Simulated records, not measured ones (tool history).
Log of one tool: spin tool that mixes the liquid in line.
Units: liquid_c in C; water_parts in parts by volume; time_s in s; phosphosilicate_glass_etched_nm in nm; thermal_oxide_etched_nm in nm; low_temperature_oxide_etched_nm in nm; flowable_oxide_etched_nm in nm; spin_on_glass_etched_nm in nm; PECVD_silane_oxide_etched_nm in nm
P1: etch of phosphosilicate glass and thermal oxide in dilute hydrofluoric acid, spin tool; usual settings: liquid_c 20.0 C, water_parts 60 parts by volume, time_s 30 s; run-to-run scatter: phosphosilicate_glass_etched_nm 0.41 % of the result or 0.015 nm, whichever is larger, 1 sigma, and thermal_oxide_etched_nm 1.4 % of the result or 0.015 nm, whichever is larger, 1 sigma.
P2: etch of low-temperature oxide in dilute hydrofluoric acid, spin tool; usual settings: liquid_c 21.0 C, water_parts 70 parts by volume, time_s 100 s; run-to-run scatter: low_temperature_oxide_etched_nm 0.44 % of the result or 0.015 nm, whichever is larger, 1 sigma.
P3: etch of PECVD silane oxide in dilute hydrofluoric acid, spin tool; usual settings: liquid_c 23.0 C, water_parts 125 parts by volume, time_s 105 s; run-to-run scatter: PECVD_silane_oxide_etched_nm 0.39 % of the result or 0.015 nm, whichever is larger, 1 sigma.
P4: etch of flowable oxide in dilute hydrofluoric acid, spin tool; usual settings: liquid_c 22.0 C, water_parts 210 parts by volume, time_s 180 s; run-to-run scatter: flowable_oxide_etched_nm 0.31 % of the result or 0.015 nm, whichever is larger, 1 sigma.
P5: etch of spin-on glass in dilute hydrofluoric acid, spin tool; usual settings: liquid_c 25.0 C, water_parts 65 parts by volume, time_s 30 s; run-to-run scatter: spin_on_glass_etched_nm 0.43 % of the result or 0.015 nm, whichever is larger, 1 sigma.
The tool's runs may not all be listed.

run   hour  process  liquid_c  water_parts  time_s  hours since the thermometer was replaced  hours since the hydrofluoric acid flow meter was replaced  phosphosilicate_glass_etched_nm  thermal_oxide_etched_nm  low_temperature_oxide_etched_nm  flowable_oxide_etched_nm  spin_on_glass_etched_nm  PECVD_silane_oxide_etched_nm
  1    8.3       P1      20.0           60      30                                     269.8                                                      579.5                           88.419                  1.96980
  2   18.6       P1      20.0           60      30                                     280.1                                                      589.8                           88.410                  2.03110
  3   29.3       P2      21.0           20     100                                     290.8                                                      600.5                                                                                    175.030
  4   44.5       P1      20.0           60      30                                     306.0                                                      615.7                           88.543                  2.01110
  5   56.6       P4      22.0          360     180                                     318.1                                                      627.8                                                                                                               10.225
  6   64.0       P1      27.0           60      30                                     325.5                                                      635.2                          118.230                  2.62760
  7   76.6       P1      17.0           60      15                                     338.1                                                      647.8                           39.152                  0.87579
  8   85.3       P5      17.5           65      30                                     346.8                                                      656.5                                                                                                                                        15.907
  9   94.7       P5      25.0           65      30                                     356.2                                                      665.9                                                                                                                                        21.778
 10  105.0       P3      23.0          125     105                                     366.5                                                      676.2                                                                                                                                                                      31.627
 11  117.0       P1      20.0           90      15                                     378.5                                                      688.2                           28.345                  0.63491
 12  124.2       P2      21.0           70     100                                     385.7                                                      695.4                                                                                     46.962
 13  138.2       P1      20.0           60      30                                     399.7                                                      709.4                           88.706                  2.01270
 14  149.7       P3      29.0          125     105                                     411.2                                                      720.9                                                                                                                                                                      39.825
 15  161.4       P3      23.0          125     105                                     422.9                                                      732.6                                                                                                                                                                      31.640
 16  169.7       P2      17.0           70     100                                     431.2                                                      740.9                                                                                     39.693
 17  177.0       P2      21.0           70     100                                     438.5                                                      748.2                                                                                     46.928
 18  190.3       P1      20.0           35      30                                     451.8                                                      761.5                          157.580                  3.62030
 19  203.3       P4      22.0          210     180                                     464.8                                                      774.5                                                                                                               20.051
 20  215.6       P5      25.0           25      30                                     477.1                                                      786.8                                                                                                                                        59.394
 21  224.4       P3      23.0          125     210                                     485.9                                                      795.6                                                                                                                                                                      63.312
 22  231.9       P3      23.0           50     105                                     493.4                                                      803.1                                                                                                                                                                      86.464
 23  241.4       P1      20.0           60      30                                     502.9                                                      812.6                           88.719                  1.98120
     251.2  -- hydrofluoric acid flow meter replaced
 24  252.6       P1      20.0           60      60                                     514.1                                                        1.4                          177.520                  4.03520
 25  260.1       P1      20.0           60      15                                     521.6                                                        8.9                           44.427                  0.99657
 26  273.9       P2      21.0           70     180                                     535.4                                                       22.7                                                                                     85.416
 27  280.8       P1      17.0           60      30                                     542.3                                                       29.6                           78.227                  1.79940
 28  296.2       P5      25.0           65      15                                     557.7                                                       45.0                                                                                                                                        10.812
 29  311.5       P1      20.0           80      30                                     573.0                                                       60.3                           64.761                  1.48360
 30  322.9       P4      17.0          210     180                                     584.4                                                       71.7                                                                                                               16.523
 31  333.4       P4      22.0          210     180                                     594.9                                                       82.2                                                                                                               20.145
 32  348.2       P4      22.0          210     260                                     609.7                                                       97.0                                                                                                               29.139
 33  363.3       P1      20.0           60      30                                     624.8                                                      112.1                           88.453                  1.98580
 34  371.7       P1      20.0           60      30                                     633.2                                                      120.5                           85.980                  1.95690
 35  384.6       P1      20.0           60      30                                     646.1                                                      133.4                           83.999                  1.90500
 36  395.3       P1      20.0           60      30                                     656.8                                                      144.1                           82.595                  1.86130
 37  405.0       P1      20.0           60      30                                     666.5                                                      153.8                           82.284                  1.88290
 38  419.5       P1      20.0           60      30                                     681.0                                                      168.3                           80.750                  1.84840
 39  428.2       P1      20.0           60      30                                     689.7                                                      177.0                           80.763                  1.81270
 40  441.2       P1      20.0           60      30                                     702.7                                                      190.0                           81.464                  1.79330
 41  449.0       P1      20.0           60      30                                     710.5                                                      197.8                           80.887                  1.83330

What P1 gives has crept away from where it was. These 2 causes fit the log equally well, each at the size given:
A: liquid colder than its thermometer reads (K) = 2.13
B: hydrofluoric acid flow below the setpoint (%) = 8.07
The creep began at about hour 363.3.

4 check runs are offered, one wafer each, their results left as question marks. Which one tells the causes apart?
check 1  456.8       P3      23.0           70     195                                                                                                                                                                                                                                                                                ?
check 2  456.8       P2      21.0           30     100                                                                                                                                                                                               ?
check 3  456.8       P5      18.5           65      15                                                                                                                                                                                                                                                  ?
check 4  456.8       P4      22.0          290     180                                                                                                                                                                                                                         ?

What each check would give under each cause:
  check                           result     if A     if B
check 1     PECVD_silane_oxide_etched_nm  102.670  102.270
check 2  low_temperature_oxide_etched_nm  105.510  105.990
check 3          spin_on_glass_etched_nm   7.5451   7.5510
check 4         flowable_oxide_etched_nm   12.455   12.080
How far apart the two closest causes lie, in the result that separates them most: check 1 0.4 %; check 2 0.45 %; check 3 0.08 %; check 4 3.05 %
Check 4 tells the causes apart: in the others they would give nearly the same result.

Check 4 was then run and gave: flowable_oxide_etched_nm 12.485 nm. Which cause is it?

It is A: liquid colder than its thermometer reads (K).
